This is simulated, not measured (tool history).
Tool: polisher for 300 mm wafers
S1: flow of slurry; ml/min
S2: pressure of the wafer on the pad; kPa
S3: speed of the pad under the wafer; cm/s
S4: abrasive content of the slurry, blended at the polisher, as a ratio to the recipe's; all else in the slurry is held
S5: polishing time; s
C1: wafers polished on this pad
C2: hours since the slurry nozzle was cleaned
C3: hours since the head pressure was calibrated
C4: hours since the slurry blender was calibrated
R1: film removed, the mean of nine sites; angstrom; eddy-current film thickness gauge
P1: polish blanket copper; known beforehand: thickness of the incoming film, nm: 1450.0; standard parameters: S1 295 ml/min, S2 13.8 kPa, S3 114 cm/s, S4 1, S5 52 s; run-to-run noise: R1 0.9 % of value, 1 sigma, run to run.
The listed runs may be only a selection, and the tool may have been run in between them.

run   hour   S1    S2   S3    S4  S5    C1     C2     C3     C4      R1
  1      9  295  13.8  114     1  52   231   58.1  148.8   58.2  1043.7
  2   20.1  295   6.2  114     1  52   312   69.2  159.9   69.3  469.43
  3   30.2  295  13.8  114     1  52   385   79.3    170   79.4  1047.5
  4   37.1  295  21.4  114     1  52   435   86.2  176.9   86.3  1636.6
  5   44.9  295  13.8  114     1  81   492     94  184.7   94.1  1614.6
  6     52  175  13.8  114     1  52   543  101.1  191.8  101.2  980.85
  7   59.5  295  13.8  114  0.75  52   598  108.6  199.3  108.7  987.56
  8   65.6  295  13.8  150     1  52   642  114.7  205.4  114.8  1384.7
  9     78  415  13.8  114     1  52   732  127.1  217.8  127.2  1069.3
 10   86.7  295  19.3  164     1  52   796  135.8  226.5  135.9  2123.4
 11   92.8  295  13.8  114     1  52   840  141.9  232.6    142  1052.7
 12  103.3  295  13.8  114     1  52   916  152.4  243.1  152.5  1057.5
 13  110.6  295  13.8  114   1.5  52   969  159.7  250.4  159.8  1136.7
 14  122.9  295  13.8  114     1  38  1059    172  262.7  172.1  755.21
 15  133.3  295  13.8   74     1  52  1134  182.4  273.1  182.5  678.14
 16  140.4  295  13.8  114     1  52  1186  189.5  280.2  189.6    1064
 17  150.9  295  13.8  114     1  52  1262    200  290.7  200.1  1053.7

For run 18, what comes out?
 18  162.1  295  13.8  114   1  52  1343  211.2  301.9  211.3   ?

Run 18 came out at R1 1042.3 angstrom.
